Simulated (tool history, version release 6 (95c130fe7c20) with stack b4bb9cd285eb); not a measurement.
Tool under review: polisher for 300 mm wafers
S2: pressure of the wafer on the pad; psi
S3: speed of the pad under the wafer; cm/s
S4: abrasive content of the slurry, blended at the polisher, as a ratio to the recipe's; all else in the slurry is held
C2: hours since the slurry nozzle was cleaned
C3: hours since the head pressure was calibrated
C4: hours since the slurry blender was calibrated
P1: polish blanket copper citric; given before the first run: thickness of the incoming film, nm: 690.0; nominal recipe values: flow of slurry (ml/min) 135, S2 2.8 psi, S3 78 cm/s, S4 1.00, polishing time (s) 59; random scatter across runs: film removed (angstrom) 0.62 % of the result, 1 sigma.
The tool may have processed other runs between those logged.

run 1 hour=4.2 | flow_of_slurry_(ml/min)=135 S2=2.8 S3=78 S4=1.00 polishing_time_(s)=59 | wafers_polished_on_this_pad=225 C2=146.3 C3=675.9 C4=90.1 | film_removed_(angstrom)=958.51
run 2 hour=9.3 | flow_of_slurry_(ml/min)=135 S2=2.8 S3=36 S4=1.00 polishing_time_(s)=59 | wafers_polished_on_this_pad=284 C2=151.4 C3=681.0 C4=95.2 | film_removed_(angstrom)=459.04
run 3 hour=14.2 | flow_of_slurry_(ml/min)=80 S2=2.8 S3=78 S4=1.00 polishing_time_(s)=59 | wafers_polished_on_this_pad=341 C2=156.3 C3=685.9 C4=100.1 | film_removed_(angstrom)=852.23
run 4 hour=17.1 | flow_of_slurry_(ml/min)=135 S2=2.8 S3=78 S4=1.35 polishing_time_(s)=59 | wafers_polished_on_this_pad=374 C2=159.2 C3=688.8 C4=103.0 | film_removed_(angstrom)=1029.70
run 5 hour=21.5 | flow_of_slurry_(ml/min)=135 S2=2.8 S3=122 S4=1.00 polishing_time_(s)=59 | wafers_polished_on_this_pad=425 C2=163.6 C3=693.2 C4=107.4 | film_removed_(angstrom)=1477.90
run 6 hour=25.8 | flow_of_slurry_(ml/min)=135 S2=2.8 S3=78 S4=1.00 polishing_time_(s)=59 | wafers_polished_on_this_pad=475 C2=167.9 C3=697.5 C4=111.7 | film_removed_(angstrom)=955.01
run 7 hour=28.6 | flow_of_slurry_(ml/min)=190 S2=2.8 S3=102 S4=1.00 polishing_time_(s)=59 | wafers_polished_on_this_pad=507 C2=170.7 C3=700.3 C4=114.5 | film_removed_(angstrom)=1315.70
run 8 hour=33.0 | flow_of_slurry_(ml/min)=135 S2=3.9 S3=78 S4=1.00 polishing_time_(s)=59 | wafers_polished_on_this_pad=558 C2=175.1 C3=704.7 C4=118.9 | film_removed_(angstrom)=1327.20
run 9 hour=35.3 | flow_of_slurry_(ml/min)=135 S2=2.8 S3=78 S4=1.00 polishing_time_(s)=59 | wafers_polished_on_this_pad=584 C2=177.4 C3=707.0 C4=121.2 | film_removed_(angstrom)=968.10
run 10 hour=40.4 | flow_of_slurry_(ml/min)=135 S2=2.8 S3=78 S4=1.00 polishing_time_(s)=59 | wafers_polished_on_this_pad=643 C2=182.5 C3=712.1 C4=126.3 | film_removed_(angstrom)=962.55
run 11 hour=43.3 | flow_of_slurry_(ml/min)=200 S2=2.8 S3=78 S4=1.00 polishing_time_(s)=59 | wafers_polished_on_this_pad=677 C2=185.4 C3=715.0 C4=129.2 | film_removed_(angstrom)=1024.20
run 12 hour=47.6 | flow_of_slurry_(ml/min)=135 S2=2.8 S3=78 S4=1.00 polishing_time_(s)=59 | wafers_polished_on_this_pad=726 C2=189.7 C3=719.3 C4=133.5 | film_removed_(angstrom)=973.47
run 13 hour=51.1 | flow_of_slurry_(ml/min)=135 S2=2.8 S3=78 S4=1.00 polishing_time_(s)=80 | wafers_polished_on_this_pad=767 C2=193.2 C3=722.8 C4=137.0 | film_removed_(angstrom)=1289.40
run 14 hour=56.3 | flow_of_slurry_(ml/min)=135 S2=2.8 S3=78 S4=1.00 polishing_time_(s)=59 | wafers_polished_on_this_pad=827 C2=198.4 C3=728.0 C4=142.2 | film_removed_(angstrom)=967.30
run 15 hour=58.9 | flow_of_slurry_(ml/min)=135 S2=2.8 S3=78 S4=1.00 polishing_time_(s)=59 | wafers_polished_on_this_pad=857 C2=201.0 C3=730.6 C4=144.8 | film_removed_(angstrom)=953.39
run 16 hour=61.5 | flow_of_slurry_(ml/min)=95 S2=2.8 S3=78 S4=1.20 polishing_time_(s)=59 | wafers_polished_on_this_pad=887 C2=203.6 C3=733.2 C4=147.4 | film_removed_(angstrom)=914.68
run 17 hour=63.9 | flow_of_slurry_(ml/min)=135 S2=2.8 S3=78 S4=0.65 polishing_time_(s)=59 | wafers_polished_on_this_pad=915 C2=206.0 C3=735.6 C4=149.8 | film_removed_(angstrom)=876.33
run 18 hour=66.4 | flow_of_slurry_(ml/min)=135 S2=2.8 S3=78 S4=1.00 polishing_time_(s)=27 | wafers_polished_on_this_pad=943 C2=208.5 C3=738.1 C4=152.3 | film_removed_(angstrom)=438.80
run 19 hour=70.4 | flow_of_slurry_(ml/min)=135 S2=1.7 S3=78 S4=1.00 polishing_time_(s)=59 | wafers_polished_on_this_pad=990 C2=212.5 C3=742.1 C4=156.3 | film_removed_(angstrom)=597.11
run 20 hour=73.2 | flow_of_slurry_(ml/min)=135 S2=2.8 S3=78 S4=1.00 polishing_time_(s)=59 | wafers_polished_on_this_pad=1022 C2=215.3 C3=744.9 C4=159.1 | film_removed_(angstrom)=953.61
run 21 hour=75.9 | flow_of_slurry_(ml/min)=135 S2=2.8 S3=78 S4=1.00 polishing_time_(s)=59 | wafers_polished_on_this_pad=1053 C2=218.0 C3=747.6 C4=161.8 | film_removed_(angstrom)=934.69
run 22 hour=78.8 | flow_of_slurry_(ml/min)=135 S2=2.8 S3=78 S4=1.00 polishing_time_(s)=59 | wafers_polished_on_this_pad=1087 C2=220.9 C3=750.5 C4=164.7 | film_removed_(angstrom)=916.92
run 23 hour=82.7 | flow_of_slurry_(ml/min)=135 S2=2.8 S3=78 S4=1.00 polishing_time_(s)=59 | wafers_polished_on_this_pad=1132 C2=224.8 C3=754.4 C4=168.6 | film_removed_(angstrom)=881.81
-- hour=84.5 slurry blender recalibrated
run 24 hour=86.0 | flow_of_slurry_(ml/min)=135 S2=2.8 S3=78 S4=1.00 polishing_time_(s)=59 | wafers_polished_on_this_pad=1170 C2=228.1 C3=757.7 C4=1.5 | film_removed_(angstrom)=877.36
-- hour=89.7 head pressure recalibrated
run 25 hour=90.9 | flow_of_slurry_(ml/min)=135 S2=2.8 S3=78 S4=1.00 polishing_time_(s)=59 | wafers_polished_on_this_pad=1226 C2=233.0 C3=1.3 C4=6.4 | film_removed_(angstrom)=867.37
run 26 hour=95.6 | flow_of_slurry_(ml/min)=135 S2=2.8 S3=78 S4=1.00 polishing_time_(s)=59 | wafers_polished_on_this_pad=1280 C2=237.7 C3=6.0 C4=11.1 | film_removed_(angstrom)=867.10

Compared with where it was, what P1 gives has crept away. Each cause listed below fits the log as well as the rest, at the size given for it:
A: removal rate lost through wear of the pad, % = 9.73
B: slurry flow missing at the pad, % = 35.5
Creep in the process output first set in at about hour 73.2.
What rules out each remaining cause:
head's pressure below its setpoint, %: serviced at hour 89.7, after the drift had started, without restoring the earlier output
abrasive missing from the slurry, %: serviced at hour 84.5, after the drift had started, without restoring the earlier output

4 check runs are offered, one wafer each, their results left as question marks. Which one tells the causes apart?
run check 1 hour=100.3 | flow_of_slurry_(ml/min)=135 S2=2.8 S3=120 S4=0.65 polishing_time_(s)=59 | film_removed_(angstrom)=?
run check 2 hour=100.3 | flow_of_slurry_(ml/min)=135 S2=2.8 S3=42 S4=1.30 polishing_time_(s)=59 | film_removed_(angstrom)=?
run check 3 hour=100.3 | flow_of_slurry_(ml/min)=135 S2=2.8 S3=120 S4=1.00 polishing_time_(s)=36 | film_removed_(angstrom)=?
run check 4 hour=100.3 | flow_of_slurry_(ml/min)=80 S2=2.8 S3=78 S4=1.00 polishing_time_(s)=34 | film_removed_(angstrom)=?

How each check would come out, cause by cause:
check=check_1 result=film_removed_(angstrom) if_A=1203.80 if_B=1203.50
check=check_2 result=film_removed_(angstrom) if_A=507.56 if_B=507.43
check=check_3 result=film_removed_(angstrom) if_A=803.61 if_B=803.41
check=check_4 result=film_removed_(angstrom) if_A=439.35 if_B=414.66
Minimum pairwise separation of causes per check, each pair taken at its best-separating result: check 1 0.02 %; check 2 0.02 %; check 3 0.02 %; check 4 5.78 %
Only check 4 tells the causes apart: in the others they would give nearly the same result.

Running check 4 produced the following: film removed (angstrom) 413.01. Which one of the listed causes fits?

The correct cause is B, namely: slurry flow missing at the pad, %.
